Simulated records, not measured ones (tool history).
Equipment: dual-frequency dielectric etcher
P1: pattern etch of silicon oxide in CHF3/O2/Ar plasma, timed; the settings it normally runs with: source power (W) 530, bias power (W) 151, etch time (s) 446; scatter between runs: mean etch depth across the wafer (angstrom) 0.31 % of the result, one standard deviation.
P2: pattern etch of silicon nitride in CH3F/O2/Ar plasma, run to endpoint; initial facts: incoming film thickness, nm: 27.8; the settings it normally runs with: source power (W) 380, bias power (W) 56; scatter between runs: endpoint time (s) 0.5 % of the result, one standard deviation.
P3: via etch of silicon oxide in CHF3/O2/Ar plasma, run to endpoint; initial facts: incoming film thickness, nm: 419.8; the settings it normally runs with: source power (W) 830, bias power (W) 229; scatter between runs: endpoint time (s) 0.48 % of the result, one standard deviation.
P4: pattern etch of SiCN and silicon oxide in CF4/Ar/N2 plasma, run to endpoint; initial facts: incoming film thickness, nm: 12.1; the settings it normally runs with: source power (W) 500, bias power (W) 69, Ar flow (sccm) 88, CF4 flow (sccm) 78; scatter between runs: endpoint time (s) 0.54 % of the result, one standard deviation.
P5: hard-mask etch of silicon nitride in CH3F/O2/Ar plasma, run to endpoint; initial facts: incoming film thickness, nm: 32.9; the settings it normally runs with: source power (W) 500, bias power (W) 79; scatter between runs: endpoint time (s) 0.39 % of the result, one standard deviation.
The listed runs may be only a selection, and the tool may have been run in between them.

run,day,process that ran,source power (W),bias power (W),etch time (s),Ar flow (sccm),CF4 flow (sccm),mean etch depth across the wafer (angstrom),endpoint time (s)
1,0.704,P1,530,151,446,,,8211.3,
2,1.3,P4,500,69,,118,78,,12.559
3,1.871,P1,530,201,592.5,,,11987,
# day 2.104: source power generator calibrated
4,2.504,P1,530,151,446,,,8220,
5,2.996,P5,500,79,,,,,41.542
6,3.721,P1,530,151,616,,,11292,
7,4.367,P1,530,151,245.5,,,4509.7,
8,4.738,P1,400,151,446,,,7366.7,
9,5.125,P4,680,69,,88,78,,9.2461
10,5.779,P2,380,56,,,,,44.505
11,6.129,P3,830,156,,,,,190.58
12,6.583,P5,340,79,,,,,48.435
13,7.075,P1,530,184,446,,,8755,
14,7.742,P3,830,229,,,,,168.18
15,8.321,P5,500,109,,,,,37.232
16,8.742,P1,720,185,446,,,9884.8,
# day 9.004: bias power generator calibrated
17,9.138,P1,530,104,446,,,7298.6,
18,9.758,P4,500,69,,88,61,,12.731
19,10.075,P1,710,151,446,,,9204.7,
20,10.679,P4,500,49,,88,78,,13.545
21,11.35,P4,500,69,,88,78,,12.111
22,11.858,P4,500,69,,88,78,,12.143
23,12.542,P3,520,229,,,,,200.12
24,13.133,P2,380,73,,,,,40.504
25,13.804,P1,530,151,446,,,8192.1,
26,14.4,P2,540,56,,,,,38.554
27,15.012,P1,530,151,446,,,8191.9,
28,15.438,P1,530,151,446,,,8184.9,
29,15.929,P1,530,151,446,,,8284,
30,16.567,P1,530,151,446,,,8314.8,
31,17.154,P1,530,151,446,,,8323.6,
32,17.692,P1,530,151,446,,,8356.5,
33,18.267,P1,530,151,446,,,8335.9,
# day 18.446: wet clean of the chamber
34,18.658,P1,530,151,446,,,8341.4,
35,19.079,P1,530,151,446,,,8360.9,
36,19.617,P1,530,151,446,,,8330.8,

Compared with where it was, what P1 gives has crept away. Each cause listed below fits the log as well as the rest, at the size given for it:
A: source power that arrives over what is set, % = 4.16
B: bias power that arrives over what is set, % = 4.9
The process output started creeping at around day 15.438.
Excluded causes, each with its reason:
chamber walls in a state that raises the etch rate, %: serviced at day 18.446, which brought nothing back

You are offered 4 check runs, listed below with question marks in place of their results; each one averages 5 wafers. Which run separates the listed causes by giving clearly different results for each?
check 1,20.154,P3,690,165,,,,,?
check 2,20.154,P4,620,69,,88,78,,?
check 3,20.154,P2,530,70,,,,,?
check 4,20.154,P5,390,79,,,,,?

Predicted outcomes, by check and by cause:
check,result,if A,if B
check 1,endpoint time (s),198.24,198.24
check 2,endpoint time (s),9.6601,9.8667
check 3,endpoint time (s),35.672,35.658
check 4,endpoint time (s),44.997,44.931
Smallest distance between any two causes, each pair judged by its most separating result, in per cent: check 1 0 %; check 2 2.12 %; check 3 0.04 %; check 4 0.15 %
Only in check 2 would the causes give clearly different results; in the remaining checks their results would be nearly the same.

Here is what check 2 returned: endpoint time (s) 9.6757. Which cause is it?

It was cause A: source power that arrives over what is set, %.

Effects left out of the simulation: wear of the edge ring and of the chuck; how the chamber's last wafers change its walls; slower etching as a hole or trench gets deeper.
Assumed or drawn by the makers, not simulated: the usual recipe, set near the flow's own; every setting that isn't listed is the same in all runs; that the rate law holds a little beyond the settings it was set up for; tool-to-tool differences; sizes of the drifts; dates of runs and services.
